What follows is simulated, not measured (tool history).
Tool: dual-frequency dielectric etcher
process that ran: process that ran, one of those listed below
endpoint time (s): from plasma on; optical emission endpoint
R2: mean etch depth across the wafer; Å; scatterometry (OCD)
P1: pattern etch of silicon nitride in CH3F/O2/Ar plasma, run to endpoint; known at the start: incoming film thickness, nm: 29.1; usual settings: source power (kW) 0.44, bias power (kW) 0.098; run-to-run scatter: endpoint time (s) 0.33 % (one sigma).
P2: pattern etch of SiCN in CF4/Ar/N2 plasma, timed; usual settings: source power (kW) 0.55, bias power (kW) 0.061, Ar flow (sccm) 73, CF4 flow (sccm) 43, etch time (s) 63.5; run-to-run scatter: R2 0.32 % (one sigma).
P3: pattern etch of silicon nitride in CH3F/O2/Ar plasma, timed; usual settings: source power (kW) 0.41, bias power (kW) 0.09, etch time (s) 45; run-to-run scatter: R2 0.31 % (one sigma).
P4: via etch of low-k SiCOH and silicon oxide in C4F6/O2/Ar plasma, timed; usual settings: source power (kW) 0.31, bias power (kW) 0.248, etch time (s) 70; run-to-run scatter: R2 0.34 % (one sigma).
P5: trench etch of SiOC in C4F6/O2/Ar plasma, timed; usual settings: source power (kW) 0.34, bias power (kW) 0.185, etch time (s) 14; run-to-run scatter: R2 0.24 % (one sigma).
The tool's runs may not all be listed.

{"run": 1, "hour": 4.6, "process that ran": "P1", "source power (kW)": 0.44, "bias power (kW)": 0.098, "endpoint time (s)": 36.14}
{"run": 2, "hour": 10.5, "process that ran": "P5", "source power (kW)": 0.34, "bias power (kW)": 0.185, "etch time (s)": 10.5, "R2": 198.05}
{"run": 3, "hour": 17.1, "process that ran": "P1", "source power (kW)": 0.44, "bias power (kW)": 0.098, "endpoint time (s)": 36.265}
{"run": 4, "hour": 22.6, "process that ran": "P5", "source power (kW)": 0.34, "bias power (kW)": 0.185, "etch time (s)": 14, "R2": 263.8}
{"run": 5, "hour": 27.3, "process that ran": "P1", "source power (kW)": 0.59, "bias power (kW)": 0.082, "endpoint time (s)": 34.529}
{"run": 6, "hour": 34.1, "process that ran": "P4", "source power (kW)": 0.31, "bias power (kW)": 0.248, "etch time (s)": 70, "R2": 1975.9}
{"run": 7, "hour": 38.2, "process that ran": "P4", "source power (kW)": 0.31, "bias power (kW)": 0.248, "etch time (s)": 43, "R2": 1211.3}
{"run": 8, "hour": 45.5, "process that ran": "P1", "source power (kW)": 0.3, "bias power (kW)": 0.12, "endpoint time (s)": 38.708}
{"run": 9, "hour": 50.6, "process that ran": "P2", "source power (kW)": 0.55, "bias power (kW)": 0.061, "etch time (s)": 63.5, "Ar flow (sccm)": 73, "CF4 flow (sccm)": 58, "R2": 618.53}
{"run": 10, "hour": 56.2, "process that ran": "P5", "source power (kW)": 0.34, "bias power (kW)": 0.185, "etch time (s)": 14, "R2": 264.45}
{"run": 11, "hour": 61.6, "process that ran": "P3", "source power (kW)": 0.41, "bias power (kW)": 0.09, "etch time (s)": 45, "R2": 338.49}
{"run": 12, "hour": 69.8, "process that ran": "P1", "source power (kW)": 0.28, "bias power (kW)": 0.098, "endpoint time (s)": 42.966}
{"run": 13, "hour": 77.4, "process that ran": "P2", "source power (kW)": 0.55, "bias power (kW)": 0.061, "etch time (s)": 63.5, "Ar flow (sccm)": 103, "CF4 flow (sccm)": 43, "R2": 555.7}
{"run": 14, "hour": 84.1, "process that ran": "P4", "source power (kW)": 0.31, "bias power (kW)": 0.162, "etch time (s)": 70, "R2": 1713.4}
{"run": 15, "hour": 91.0, "process that ran": "P1", "source power (kW)": 0.6, "bias power (kW)": 0.131, "endpoint time (s)": 29.161}
{"run": 16, "hour": 97.9, "process that ran": "P1", "source power (kW)": 0.53, "bias power (kW)": 0.098, "endpoint time (s)": 33.695}
{"run": 17, "hour": 105.4, "process that ran": "P1", "source power (kW)": 0.44, "bias power (kW)": 0.068, "endpoint time (s)": 41.337}
{"run": 18, "hour": 110.9, "process that ran": "P3", "source power (kW)": 0.41, "bias power (kW)": 0.09, "etch time (s)": 67.5, "R2": 508.91}
{"hour": 114.0, "done": "wet clean of the chamber"}
{"run": 19, "hour": 118.8, "process that ran": "P5", "source power (kW)": 0.34, "bias power (kW)": 0.137, "etch time (s)": 14, "R2": 239.84}
{"run": 20, "hour": 126.2, "process that ran": "P5", "source power (kW)": 0.24, "bias power (kW)": 0.185, "etch time (s)": 14, "R2": 230.36}
{"run": 21, "hour": 131.2, "process that ran": "P3", "source power (kW)": 0.57, "bias power (kW)": 0.09, "etch time (s)": 45, "R2": 382.25}
{"run": 22, "hour": 135.2, "process that ran": "P4", "source power (kW)": 0.2, "bias power (kW)": 0.248, "etch time (s)": 70, "R2": 1671.5}

Forecast run 23:
{"run": 23, "hour": 142.2, "process that ran": "P2", "source power (kW)": 0.55, "bias power (kW)": 0.061, "etch time (s)": 63.5, "Ar flow (sccm)": 73, "CF4 flow (sccm)": 43, "R2": "?"}

{"run 23": {"R2": 588.54}}
